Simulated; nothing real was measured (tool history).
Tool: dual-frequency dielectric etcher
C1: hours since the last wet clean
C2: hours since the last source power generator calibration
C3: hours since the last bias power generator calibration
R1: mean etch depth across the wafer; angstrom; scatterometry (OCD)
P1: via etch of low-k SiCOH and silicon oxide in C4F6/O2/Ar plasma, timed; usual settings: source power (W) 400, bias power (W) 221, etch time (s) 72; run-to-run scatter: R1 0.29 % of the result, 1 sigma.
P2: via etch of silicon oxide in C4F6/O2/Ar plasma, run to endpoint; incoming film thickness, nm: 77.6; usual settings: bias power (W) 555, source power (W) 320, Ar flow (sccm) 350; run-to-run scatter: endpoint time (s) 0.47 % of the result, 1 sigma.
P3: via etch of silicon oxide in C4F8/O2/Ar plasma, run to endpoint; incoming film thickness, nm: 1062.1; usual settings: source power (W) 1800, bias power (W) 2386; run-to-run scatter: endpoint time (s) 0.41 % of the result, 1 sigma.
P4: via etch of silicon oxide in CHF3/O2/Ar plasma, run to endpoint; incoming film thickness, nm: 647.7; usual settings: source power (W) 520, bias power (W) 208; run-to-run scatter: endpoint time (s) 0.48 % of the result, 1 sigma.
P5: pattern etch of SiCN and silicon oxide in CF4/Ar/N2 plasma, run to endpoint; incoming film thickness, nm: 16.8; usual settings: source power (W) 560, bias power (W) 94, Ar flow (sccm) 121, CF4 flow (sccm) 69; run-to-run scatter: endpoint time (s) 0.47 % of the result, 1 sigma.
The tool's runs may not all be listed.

run 1 hour=15.7 | process_that_ran=P1 source_power_(W)=400 bias_power_(W)=221 etch_time_(s)=72 | C1=501.7 C2=1800.8 C3=896.8 | R1=2094.5
run 2 hour=25.1 | process_that_ran=P1 source_power_(W)=400 bias_power_(W)=221 etch_time_(s)=72 | C1=511.1 C2=1810.2 C3=906.2 | R1=2084.4
run 3 hour=40.9 | process_that_ran=P1 source_power_(W)=400 bias_power_(W)=221 etch_time_(s)=72 | C1=526.9 C2=1826 C3=922 | R1=2080.1
run 4 hour=53.6 | process_that_ran=P1 source_power_(W)=400 bias_power_(W)=172 etch_time_(s)=72 | C1=539.6 C2=1838.7 C3=934.7 | R1=1917.8
run 5 hour=69.2 | process_that_ran=P1 source_power_(W)=400 bias_power_(W)=221 etch_time_(s)=42.5 | C1=555.2 C2=1854.3 C3=950.3 | R1=1233.6
run 6 hour=82 | process_that_ran=P1 source_power_(W)=520 bias_power_(W)=184 etch_time_(s)=72 | C1=568 C2=1867.1 C3=963.1 | R1=2171.8
run 7 hour=93.3 | process_that_ran=P3 source_power_(W)=1200 bias_power_(W)=2386 | C1=579.3 C2=1878.4 C3=974.4 | endpoint_time_(s)=238.9
run 8 hour=106.4 | process_that_ran=P3 source_power_(W)=1800 bias_power_(W)=2386 | C1=592.4 C2=1891.5 C3=987.5 | endpoint_time_(s)=204.43
run 9 hour=114 | process_that_ran=P1 source_power_(W)=400 bias_power_(W)=221 etch_time_(s)=72 | C1=600 C2=1899.1 C3=995.1 | R1=2086.7
run 10 hour=129.9 | process_that_ran=P3 source_power_(W)=1800 bias_power_(W)=1391 | C1=615.9 C2=1915 C3=1011 | endpoint_time_(s)=235.85
run 11 hour=137.8 | process_that_ran=P1 source_power_(W)=400 bias_power_(W)=303 etch_time_(s)=72 | C1=623.8 C2=1922.9 C3=1018.9 | R1=2321.7
run 12 hour=151.7 | process_that_ran=P2 source_power_(W)=320 bias_power_(W)=754 Ar_flow_(sccm)=350 | C1=637.7 C2=1936.8 C3=1032.8 | endpoint_time_(s)=15.859
run 13 hour=163.1 | process_that_ran=P2 source_power_(W)=230 bias_power_(W)=555 Ar_flow_(sccm)=350 | C1=649.1 C2=1948.2 C3=1044.2 | endpoint_time_(s)=20.154
run 14 hour=173.3 | process_that_ran=P1 source_power_(W)=400 bias_power_(W)=221 etch_time_(s)=72 | C1=659.3 C2=1958.4 C3=1054.4 | R1=2074.5
run 15 hour=188.8 | process_that_ran=P2 source_power_(W)=320 bias_power_(W)=555 Ar_flow_(sccm)=496 | C1=674.8 C2=1973.9 C3=1069.9 | endpoint_time_(s)=18.662
run 16 hour=199.8 | process_that_ran=P4 source_power_(W)=380 bias_power_(W)=208 | C1=685.8 C2=1984.9 C3=1080.9 | endpoint_time_(s)=365.49
run 17 hour=213.1 | process_that_ran=P1 source_power_(W)=300 bias_power_(W)=292 etch_time_(s)=72 | C1=699.1 C2=1998.2 C3=1094.2 | R1=2064.3
run 18 hour=225.2 | process_that_ran=P2 source_power_(W)=320 bias_power_(W)=555 Ar_flow_(sccm)=350 | C1=711.2 C2=2010.3 C3=1106.3 | endpoint_time_(s)=17.952
run 19 hour=241.7 | process_that_ran=P5 source_power_(W)=560 bias_power_(W)=94 Ar_flow_(sccm)=77 CF4_flow_(sccm)=69 | C1=727.7 C2=2026.8 C3=1122.8 | endpoint_time_(s)=14.119
run 20 hour=256.9 | process_that_ran=P4 source_power_(W)=520 bias_power_(W)=208 | C1=742.9 C2=2042 C3=1138 | endpoint_time_(s)=324.11
run 21 hour=274.3 | process_that_ran=P1 source_power_(W)=400 bias_power_(W)=221 etch_time_(s)=72 | C1=760.3 C2=2059.4 C3=1155.4 | R1=2085.3
run 22 hour=282.6 | process_that_ran=P3 source_power_(W)=1800 bias_power_(W)=2386 | C1=768.6 C2=2067.7 C3=1163.7 | endpoint_time_(s)=204.17
run 23 hour=296.5 | process_that_ran=P5 source_power_(W)=560 bias_power_(W)=94 Ar_flow_(sccm)=121 CF4_flow_(sccm)=84 | C1=782.5 C2=2081.6 C3=1177.6 | endpoint_time_(s)=14.668
run 24 hour=311.6 | process_that_ran=P4 source_power_(W)=520 bias_power_(W)=292 | C1=797.6 C2=2096.7 C3=1192.7 | endpoint_time_(s)=285.04
run 25 hour=320.4 | process_that_ran=P1 source_power_(W)=490 bias_power_(W)=221 etch_time_(s)=72 | C1=806.4 C2=2105.5 C3=1201.5 | R1=2260.6
run 26 hour=332.5 | process_that_ran=P5 source_power_(W)=560 bias_power_(W)=94 Ar_flow_(sccm)=121 CF4_flow_(sccm)=69 | C1=818.5 C2=2117.6 C3=1213.6 | endpoint_time_(s)=14.988
run 27 hour=347.6 | process_that_ran=P5 source_power_(W)=560 bias_power_(W)=55 Ar_flow_(sccm)=121 CF4_flow_(sccm)=69 | C1=833.6 C2=2132.7 C3=1228.7 | endpoint_time_(s)=17.963
run 28 hour=357.8 | process_that_ran=P5 source_power_(W)=740 bias_power_(W)=94 Ar_flow_(sccm)=121 CF4_flow_(sccm)=69 | C1=843.8 C2=2142.9 C3=1238.9 | endpoint_time_(s)=11.799
run 29 hour=370.2 | process_that_ran=P1 source_power_(W)=250 bias_power_(W)=221 etch_time_(s)=72 | C1=856.2 C2=2155.3 C3=1251.3 | R1=1742.2
run 30 hour=387.2 | process_that_ran=P1 source_power_(W)=400 bias_power_(W)=221 etch_time_(s)=103.5 | C1=873.2 C2=2172.3 C3=1268.3 | R1=2984.9
run 31 hour=398.3 | process_that_ran=P5 source_power_(W)=560 bias_power_(W)=94 Ar_flow_(sccm)=121 CF4_flow_(sccm)=69 | C1=884.3 C2=2183.4 C3=1279.4 | endpoint_time_(s)=15.041
run 32 hour=408 | process_that_ran=P1 source_power_(W)=400 bias_power_(W)=221 etch_time_(s)=72 | C1=894 C2=2193.1 C3=1289.1 | R1=2089.1

Forecast run 33:
run 33 hour=425.1 | process_that_ran=P1 source_power_(W)=400 bias_power_(W)=221 etch_time_(s)=72 | C1=911.1 C2=2210.2 C3=1306.2 | R1=?

{"run 33": {"R1": 2064.6}}

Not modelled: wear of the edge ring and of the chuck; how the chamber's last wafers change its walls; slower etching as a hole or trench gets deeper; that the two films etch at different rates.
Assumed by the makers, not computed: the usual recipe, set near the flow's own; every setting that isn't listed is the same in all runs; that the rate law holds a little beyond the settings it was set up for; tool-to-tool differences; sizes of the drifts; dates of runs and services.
